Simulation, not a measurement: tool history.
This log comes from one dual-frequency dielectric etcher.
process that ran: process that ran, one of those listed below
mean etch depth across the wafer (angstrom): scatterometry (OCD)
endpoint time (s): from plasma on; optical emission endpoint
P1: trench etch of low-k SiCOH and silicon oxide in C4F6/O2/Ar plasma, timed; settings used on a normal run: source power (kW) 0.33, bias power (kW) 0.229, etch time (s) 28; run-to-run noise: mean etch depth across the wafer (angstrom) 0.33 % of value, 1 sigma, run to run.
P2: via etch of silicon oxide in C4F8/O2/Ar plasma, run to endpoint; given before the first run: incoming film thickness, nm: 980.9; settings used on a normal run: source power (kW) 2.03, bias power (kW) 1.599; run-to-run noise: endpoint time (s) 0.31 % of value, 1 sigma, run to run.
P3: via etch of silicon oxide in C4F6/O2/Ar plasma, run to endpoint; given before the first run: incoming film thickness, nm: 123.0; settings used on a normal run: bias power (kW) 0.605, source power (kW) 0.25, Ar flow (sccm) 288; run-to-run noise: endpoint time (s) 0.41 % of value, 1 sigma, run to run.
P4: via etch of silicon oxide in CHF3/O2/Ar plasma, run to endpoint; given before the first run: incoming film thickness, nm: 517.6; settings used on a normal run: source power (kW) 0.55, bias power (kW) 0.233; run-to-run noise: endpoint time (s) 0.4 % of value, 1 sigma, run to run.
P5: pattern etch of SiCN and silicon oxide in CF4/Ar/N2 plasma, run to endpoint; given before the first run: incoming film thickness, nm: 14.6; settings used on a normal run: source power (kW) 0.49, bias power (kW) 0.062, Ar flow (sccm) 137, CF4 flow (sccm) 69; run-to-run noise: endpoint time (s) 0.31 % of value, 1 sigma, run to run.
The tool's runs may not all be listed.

run	hour	process that ran	source power (kW)	bias power (kW)	etch time (s)	Ar flow (sccm)	CF4 flow (sccm)	hours since the last wet clean	hours since the last source power generator calibration	hours since the last bias power generator calibration	mean etch depth across the wafer (angstrom)	endpoint time (s)
1	14.7	P1	0.33	0.229	28			342.9	1727.3	560.1	915.61	
2	24.8	P4	0.55	0.296				353	1737.4	570.2		220.19
3	36.3	P2	2.03	1.599				364.5	1748.9	581.7		198.82
4	52.1	P1	0.44	0.229	28			380.3	1764.7	597.5	1021.7	
5	65.9	P3	0.25	0.432		288		394.1	1778.5	611.3		33.764
6	82.6	P5	0.49	0.062		137	69	410.8	1795.2	628		17.542
7	95.6	P2	2.03	1.599				423.8	1808.2	641		199.62
8	103.1	P1	0.25	0.229	28			431.3	1815.7	648.5	816.96	
9	111.5	P3	0.3	0.605		288		439.7	1824.1	656.9		27.834
10	119.8	P3	0.25	0.605		213		448	1832.4	665.2		28.907
11	136.7	P1	0.33	0.229	28			464.9	1849.3	682.1	908.72	
12	145.9	P1	0.33	0.179	28			474.1	1858.5	691.3	835.7	
13	160.2	P5	0.49	0.062		190	69	488.4	1872.8	705.6		18.588
14	172	P2	2.03	2.134				500.2	1884.6	717.4		184.08
15	180.3	P5	0.49	0.062		137	89	508.5	1892.9	725.7		16.854
16	195.2	P1	0.33	0.229	28			523.4	1907.8	740.6	915.28	
17	205.9	P4	0.55	0.233				534.1	1918.5	751.3		239.78
18	216.6	P5	0.49	0.062		137	69	544.8	1929.2	762		17.601
19	230.1	P4	0.34	0.233				558.3	1942.7	775.5		288.4
20	238.7	P5	0.37	0.062		137	69	566.9	1951.3	784.1		22.511
21	251.9	P1	0.33	0.267	38.5			580.1	1964.5	797.3	1325.6	
22	263.9	P1	0.42	0.269	28			592.1	1976.5	809.3	1047.5	
# hour 275.4: source power generator calibrated
23	275.5	P1	0.33	0.229	28			603.7	0.1	820.9	908.07	
# hour 282.4: wet clean of the chamber
24	290.3	P1	0.33	0.229	15.5			8	14.9	835.7	505.88	
25	303	P5	0.49	0.084		137	69	20.7	27.6	848.4		15.867
26	311.4	P3	0.25	0.605		288		29.1	36	856.8		29.753
27	320.7	P1	0.33	0.283	28			38.4	45.3	866.1	979.56	
28	337.1	P1	0.33	0.229	28			54.8	61.7	882.5	910.83	
29	352.2	P1	0.33	0.229	40.5			69.9	76.8	897.6	1315.4	
30	364.4	P1	0.33	0.269	40.5			82.1	89	909.8	1388.6	
31	376.2	P2	1.18	1.599				93.9	100.8	921.6		247.21
32	393.6	P1	0.33	0.229	28			111.3	118.2	939	908.86	
33	406.1	P1	0.33	0.229	28			123.8	130.7	951.5	905.67	
34	414.2	P1	0.33	0.229	28			131.9	138.8	959.6	902.15	
35	428.1	P1	0.33	0.229	28			145.8	152.7	973.5	903.16	
36	442.1	P1	0.33	0.229	28			159.8	166.7	987.5	895.12	
37	455.1	P1	0.33	0.229	28			172.8	179.7	1000.5	892.51	
# hour 457.4: wet clean of the chamber
38	465.5	P1	0.33	0.229	28			8.1	190.1	1010.9	895.43	
39	474.2	P1	0.33	0.229	28			16.8	198.8	1019.6	892.2	
40	489.7	P1	0.33	0.229	28			32.3	214.3	1035.1	893.92	
41	501.9	P1	0.33	0.229	28			44.5	226.5	1047.3	892.13	

What P1 gives has crept away from where it was. These 2 causes fit the log equally well, each at the size given:
A: bias power that arrives under what is set, % = 4.87
B: source power that arrives under what is set, % = 4.28
The gradual shift began around hour 393.6.
Other possible causes, and why each is ruled out:
chamber walls in a state that lowers the etch rate, %: maintenance at hour 457.4, after the shift began, did not return the process to its former output

Which of the check runs below tells the causes apart, meaning the causes would give it clearly different results? Each run uses 2 wafers whose results are averaged, and each result is shown as a question mark.
check 1	514.1	P5	0.49	0.062		182	69					?
check 2	514.1	P2	1.42	1.599								?
check 3	514.1	P4	0.36	0.233								?
check 4	514.1	P3	0.25	0.443		233						?

Outcome of each check run for each possible cause:
check	result	if A	if B
check 1	endpoint time (s)	18.793	19.18
check 2	endpoint time (s)	233.55	234.42
check 3	endpoint time (s)	287.46	286.96
check 4	endpoint time (s)	33.358	33.271
How far apart the two closest causes lie, in the result that separates them most: check 1 2.04 %; check 2 0.37 %; check 3 0.18 %; check 4 0.26 %
Check 1 is the one run that separates the causes; every other check would come out nearly the same whichever cause is at work.

Check 1 was carried out, with these results: endpoint time (s) 18.751. Which of the listed causes is responsible?

The correct cause is A, namely: bias power that arrives under what is set, %.
